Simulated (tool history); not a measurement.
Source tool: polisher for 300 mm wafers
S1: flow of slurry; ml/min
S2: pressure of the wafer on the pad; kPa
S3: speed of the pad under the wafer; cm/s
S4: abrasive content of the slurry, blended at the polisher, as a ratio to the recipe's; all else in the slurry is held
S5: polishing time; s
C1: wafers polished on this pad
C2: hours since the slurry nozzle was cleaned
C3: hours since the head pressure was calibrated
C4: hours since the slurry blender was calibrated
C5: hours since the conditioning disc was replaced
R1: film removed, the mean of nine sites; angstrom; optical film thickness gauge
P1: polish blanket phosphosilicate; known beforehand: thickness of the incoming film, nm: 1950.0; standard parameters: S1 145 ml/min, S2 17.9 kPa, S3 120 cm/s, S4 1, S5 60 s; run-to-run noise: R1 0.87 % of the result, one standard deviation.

Run 1, hour 8.1: S1 145 ml/min, S2 17.9 kPa, S3 120 cm/s, S4 1, S5 60 s; C1 641; C2 461.6; C3 560.9; C4 295.8; C5 239. Result: R1 5324.9 angstrom.
Run 2, hour 17.2: S1 145 ml/min, S2 17.9 kPa, S3 120 cm/s, S4 0.5, S5 60 s; C1 730; C2 470.7; C3 570; C4 304.9; C5 248.1. Result: R1 3708.9 angstrom.
Run 3, hour 23.1: S1 145 ml/min, S2 17.9 kPa, S3 120 cm/s, S4 1, S5 60 s; C1 789; C2 476.6; C3 575.9; C4 310.8; C5 254. Result: R1 5352.4 angstrom.
Run 4, hour 34.2: S1 145 ml/min, S2 28.3 kPa, S3 120 cm/s, S4 1, S5 60 s; C1 898; C2 487.7; C3 587; C4 321.9; C5 265.1. Result: R1 8515.6 angstrom.
Run 5, hour 43.9: S1 145 ml/min, S2 17.9 kPa, S3 120 cm/s, S4 1, S5 60 s; C1 993; C2 497.4; C3 596.7; C4 331.6; C5 274.8. Result: R1 5387.1 angstrom.
Run 6, hour 49.7: S1 145 ml/min, S2 17.9 kPa, S3 120 cm/s, S4 1.4, S5 60 s; C1 1050; C2 503.2; C3 602.5; C4 337.4; C5 280.6. Result: R1 6240.2 angstrom.
Run 7, hour 57: S1 145 ml/min, S2 17.9 kPa, S3 120 cm/s, S4 1, S5 93 s; C1 1122; C2 510.5; C3 609.8; C4 344.7; C5 287.9. Result: R1 8327.2 angstrom.
Run 8, hour 64.6: S1 145 ml/min, S2 17.9 kPa, S3 120 cm/s, S4 1, S5 60 s; C1 1196; C2 518.1; C3 617.4; C4 352.3; C5 295.5. Result: R1 5357.2 angstrom.
Run 9, hour 74.2: S1 205 ml/min, S2 24.1 kPa, S3 120 cm/s, S4 1, S5 60 s; C1 1291; C2 527.7; C3 627; C4 361.9; C5 305.1. Result: R1 7467.8 angstrom.
Run 10, hour 82.6: S1 145 ml/min, S2 13.8 kPa, S3 186 cm/s, S4 1, S5 60 s; C1 1373; C2 536.1; C3 635.4; C4 370.3; C5 313.5. Result: R1 5912.4 angstrom.
Run 11, hour 89: S1 85 ml/min, S2 17.9 kPa, S3 120 cm/s, S4 1, S5 60 s; C1 1436; C2 542.5; C3 641.8; C4 376.7; C5 319.9. Result: R1 4819.4 angstrom.
Run 12, hour 95: S1 145 ml/min, S2 17.9 kPa, S3 120 cm/s, S4 1, S5 60 s; C1 1495; C2 548.5; C3 647.8; C4 382.7; C5 325.9. Result: R1 5460.4 angstrom.
Run 13, hour 102.4: S1 145 ml/min, S2 17.9 kPa, S3 120 cm/s, S4 1, S5 27 s; C1 1568; C2 555.9; C3 655.2; C4 390.1; C5 333.3. Result: R1 2436.6 angstrom.
Run 14, hour 113.6: S1 145 ml/min, S2 17.9 kPa, S3 120 cm/s, S4 1, S5 60 s; C1 1678; C2 567.1; C3 666.4; C4 401.3; C5 344.5. Result: R1 5406.1 angstrom.
Run 15, hour 121.9: S1 145 ml/min, S2 17.9 kPa, S3 54 cm/s, S4 1, S5 60 s; C1 1760; C2 575.4; C3 674.7; C4 409.6; C5 352.8. Result: R1 2828.2 angstrom.
Run 16, hour 132.8: S1 145 ml/min, S2 17.9 kPa, S3 188 cm/s, S4 1, S5 60 s; C1 1867; C2 586.3; C3 685.6; C4 420.5; C5 363.7. Result: R1 7663.8 angstrom.
Run 17, hour 143.6: S1 145 ml/min, S2 11.7 kPa, S3 120 cm/s, S4 1, S5 60 s; C1 1973; C2 597.1; C3 696.4; C4 431.3; C5 374.5. Result: R1 3497.4 angstrom.
Run 18, hour 148.5: S1 205 ml/min, S2 17.9 kPa, S3 120 cm/s, S4 1, S5 60 s; C1 2021; C2 602; C3 701.3; C4 436.2; C5 379.4. Result: R1 5700.6 angstrom.
Run 19, hour 155.2: S1 145 ml/min, S2 17.9 kPa, S3 120 cm/s, S4 1, S5 60 s; C1 2087; C2 608.7; C3 708; C4 442.9; C5 386.1. Result: R1 5368.7 angstrom.
Run 20, hour 162.6: S1 145 ml/min, S2 17.9 kPa, S3 120 cm/s, S4 1, S5 60 s; C1 2160; C2 616.1; C3 715.4; C4 450.3; C5 393.5. Result: R1 5294 angstrom.
Run 21, hour 173.1: S1 145 ml/min, S2 17.9 kPa, S3 120 cm/s, S4 1, S5 60 s; C1 2263; C2 626.6; C3 725.9; C4 460.8; C5 404. Result: R1 5110.7 angstrom.
Run 22, hour 183.4: S1 145 ml/min, S2 17.9 kPa, S3 120 cm/s, S4 1, S5 60 s; C1 2364; C2 636.9; C3 736.2; C4 471.1; C5 414.3. Result: R1 5120.7 angstrom.

Run 23, settings as shown, results not yet in. Your forecast:
Run 23, hour 191.7: S1 145 ml/min, S2 17.9 kPa, S3 120 cm/s, S4 1, S5 60 s; C1 2446; C2 645.2; C3 744.5; C4 479.4; C5 422.6. Result: R1 ?.

{"run 23": {"R1": 5083.4}}
